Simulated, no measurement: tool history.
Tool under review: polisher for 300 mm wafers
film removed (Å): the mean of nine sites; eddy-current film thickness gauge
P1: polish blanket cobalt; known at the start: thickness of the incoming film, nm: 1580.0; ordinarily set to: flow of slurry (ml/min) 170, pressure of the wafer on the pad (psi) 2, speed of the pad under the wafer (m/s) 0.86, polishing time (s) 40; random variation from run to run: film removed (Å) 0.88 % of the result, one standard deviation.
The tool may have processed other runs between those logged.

run	hour	flow of slurry (ml/min)	pressure of the wafer on the pad (psi)	speed of the pad under the wafer (m/s)	polishing time (s)	wafers polished on this pad	hours since the slurry nozzle was cleaned	hours since the head pressure was calibrated	film removed (Å)
1	7.7	170	2	0.86	40	322	461.7	349.3	2054.3
2	14.8	170	2	0.86	56	409	468.8	356.4	2879.3
3	20.1	170	2	0.86	40	474	474.1	361.7	2019.9
4	27.7	170	2	1.26	40	567	481.7	369.3	3009.8
5	36.5	170	2	0.86	40	674	490.5	378.1	2064.8
6	43.1	170	2	0.86	40	755	497.1	384.7	2097.8
7	51.1	170	2	0.86	40	853	505.1	392.7	2040.7
8	60.1	265	2	0.86	40	963	514.1	401.7	2178.8
9	67.6	170	2	0.86	25	1055	521.6	409.2	1301.8
10	74	170	0.9	0.86	40	1133	528	415.6	920.06
11	80.4	170	3.2	0.86	40	1211	534.4	422	3286.6
12	89.3	170	2	0.86	40	1320	543.3	430.9	2038.7
13	94.6	120	2	0.86	40	1385	548.6	436.2	1922.6
14	101.2	170	2	0.86	40	1466	555.2	442.8	2063.8
15	106	100	2.9	0.86	40	1524	560	447.6	2685.9
16	111.3	170	2	1.16	61	1589	565.3	452.9	4231.3
# hour 114.1: head pressure recalibrated
17	120.5	170	1.2	0.86	28	1702	574.5	6.4	854.62
18	127.7	170	2	0.38	40	1790	581.7	13.6	908.78
19	134.6	170	2	0.86	40	1874	588.6	20.5	2045.6
20	140.9	170	2	0.86	40	1951	594.9	26.8	1975.3
21	149.9	170	2	0.86	40	2061	603.9	35.8	1950.5
22	155.3	170	2	0.86	40	2127	609.3	41.2	1902.2
23	163.2	170	2	0.86	40	2224	617.2	49.1	1910.3
# hour 166.3: head pressure recalibrated
24	172	170	2	0.86	40	2332	626	5.7	1891.1
25	177.2	170	2	0.86	40	2395	631.2	10.9	1899
26	186.7	170	2	0.86	40	2512	640.7	20.4	1918.1
27	195.6	170	2	0.86	40	2620	649.6	29.3	1860.5

P1 no longer gives what it gave before; its output has crept away from where it was. The following 2 causes, each at its listed size, fit the log equally well:
A: removal rate lost through wear of the pad, % = 9.23
B: slurry flow missing at the pad, % = 39.2
The onset of the drift is placed at about hour 134.6.
The rest of the possible causes, and what rules out each one:
head's pressure below its setpoint, %: serviced at hour 166.3, after the drift had started, without restoring the earlier output

Which of the 4 check runs listed below, each an average over 5 wafers with its results shown as question marks, gives clearly different results under the different listed causes?
check 1	204.5	265	2	0.86	40				?
check 2	204.5	170	3.1	1.12	40				?
check 3	204.5	170	0.9	0.86	52				?
check 4	204.5	170	1.5	0.86	54				?

Outcome of each check run for each possible cause:
check	result	if A	if B
check 1	film removed (Å)	1975.5	2041.2
check 2	film removed (Å)	3771.7	3771.9
check 3	film removed (Å)	1093.1	1093.1
check 4	film removed (Å)	1891.8	1891.9
Per check, the gap between the least separated pair of causes, taken in the result that splits them most: check 1 3.27 %; check 2 0.01 %; check 3 0.01 %; check 4 0.01 %
Only check 1 tells the causes apart: in the others they would give nearly the same result.

Check 1 was carried out, with these results: film removed (Å) 1970.2. Which of the listed causes is responsible?

The correct cause is A, namely: removal rate lost through wear of the pad, %.
